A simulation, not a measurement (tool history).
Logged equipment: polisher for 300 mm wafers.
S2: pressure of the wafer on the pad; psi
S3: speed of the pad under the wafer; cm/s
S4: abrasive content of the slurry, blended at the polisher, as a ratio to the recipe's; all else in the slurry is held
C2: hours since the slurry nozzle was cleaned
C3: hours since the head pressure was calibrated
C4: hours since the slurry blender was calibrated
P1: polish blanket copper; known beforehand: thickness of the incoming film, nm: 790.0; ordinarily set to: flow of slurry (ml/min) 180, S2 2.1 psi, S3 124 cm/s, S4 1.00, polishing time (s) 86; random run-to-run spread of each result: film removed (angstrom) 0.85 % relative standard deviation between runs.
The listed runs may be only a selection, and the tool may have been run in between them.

{"run": 1, "hour": 8.6, "flow of slurry (ml/min)": 180, "S2": 2.1, "S3": 124, "S4": 1.0, "polishing time (s)": 86, "wafers polished on this pad": 827, "C2": 80.6, "C3": 103.6, "C4": 30.4, "film removed (angstrom)": 2192.2}
{"run": 2, "hour": 17.1, "flow of slurry (ml/min)": 180, "S2": 2.1, "S3": 124, "S4": 1.0, "polishing time (s)": 86, "wafers polished on this pad": 880, "C2": 89.1, "C3": 112.1, "C4": 38.9, "film removed (angstrom)": 2165.2}
{"run": 3, "hour": 28.1, "flow of slurry (ml/min)": 180, "S2": 2.1, "S3": 124, "S4": 1.45, "polishing time (s)": 86, "wafers polished on this pad": 949, "C2": 100.1, "C3": 123.1, "C4": 49.9, "film removed (angstrom)": 2373.5}
{"run": 4, "hour": 45.6, "flow of slurry (ml/min)": 180, "S2": 2.1, "S3": 124, "S4": 0.65, "polishing time (s)": 86, "wafers polished on this pad": 1058, "C2": 117.6, "C3": 140.6, "C4": 67.4, "film removed (angstrom)": 2005.3}
{"run": 5, "hour": 54.8, "flow of slurry (ml/min)": 180, "S2": 2.1, "S3": 124, "S4": 1.0, "polishing time (s)": 86, "wafers polished on this pad": 1115, "C2": 126.8, "C3": 149.8, "C4": 76.6, "film removed (angstrom)": 2188.1}
{"run": 6, "hour": 66.5, "flow of slurry (ml/min)": 180, "S2": 2.1, "S3": 56, "S4": 1.0, "polishing time (s)": 86, "wafers polished on this pad": 1188, "C2": 138.5, "C3": 161.5, "C4": 88.3, "film removed (angstrom)": 988.67}
{"run": 7, "hour": 77.6, "flow of slurry (ml/min)": 180, "S2": 2.1, "S3": 124, "S4": 1.0, "polishing time (s)": 86, "wafers polished on this pad": 1258, "C2": 149.6, "C3": 172.6, "C4": 99.4, "film removed (angstrom)": 2179.2}
{"run": 8, "hour": 86.7, "flow of slurry (ml/min)": 130, "S2": 2.1, "S3": 124, "S4": 1.0, "polishing time (s)": 86, "wafers polished on this pad": 1314, "C2": 158.7, "C3": 181.7, "C4": 108.5, "film removed (angstrom)": 2115.3}
{"run": 9, "hour": 95.9, "flow of slurry (ml/min)": 180, "S2": 2.1, "S3": 124, "S4": 1.0, "polishing time (s)": 131, "wafers polished on this pad": 1372, "C2": 167.9, "C3": 190.9, "C4": 117.7, "film removed (angstrom)": 3309.7}
{"run": 10, "hour": 104.9, "flow of slurry (ml/min)": 180, "S2": 1.6, "S3": 124, "S4": 1.0, "polishing time (s)": 133, "wafers polished on this pad": 1428, "C2": 176.9, "C3": 199.9, "C4": 126.7, "film removed (angstrom)": 2571.8}
{"run": 11, "hour": 117.6, "flow of slurry (ml/min)": 180, "S2": 2.1, "S3": 196, "S4": 1.0, "polishing time (s)": 86, "wafers polished on this pad": 1507, "C2": 189.6, "C3": 212.6, "C4": 139.4, "film removed (angstrom)": 3456.6}
{"run": 12, "hour": 129.1, "flow of slurry (ml/min)": 180, "S2": 2.1, "S3": 124, "S4": 1.0, "polishing time (s)": 59, "wafers polished on this pad": 1579, "C2": 201.1, "C3": 224.1, "C4": 150.9, "film removed (angstrom)": 1470.5}
{"run": 13, "hour": 146.4, "flow of slurry (ml/min)": 180, "S2": 2.1, "S3": 124, "S4": 1.0, "polishing time (s)": 86, "wafers polished on this pad": 1687, "C2": 218.4, "C3": 241.4, "C4": 168.2, "film removed (angstrom)": 2175.9}

The next listed run, before its measurement:
{"run": 14, "hour": 159.3, "flow of slurry (ml/min)": 180, "S2": 0.9, "S3": 124, "S4": 1.0, "polishing time (s)": 86, "wafers polished on this pad": 1767, "C2": 231.3, "C3": 254.3, "C4": 181.1, "film removed (angstrom)": "?"}

film removed (angstrom): 933.61

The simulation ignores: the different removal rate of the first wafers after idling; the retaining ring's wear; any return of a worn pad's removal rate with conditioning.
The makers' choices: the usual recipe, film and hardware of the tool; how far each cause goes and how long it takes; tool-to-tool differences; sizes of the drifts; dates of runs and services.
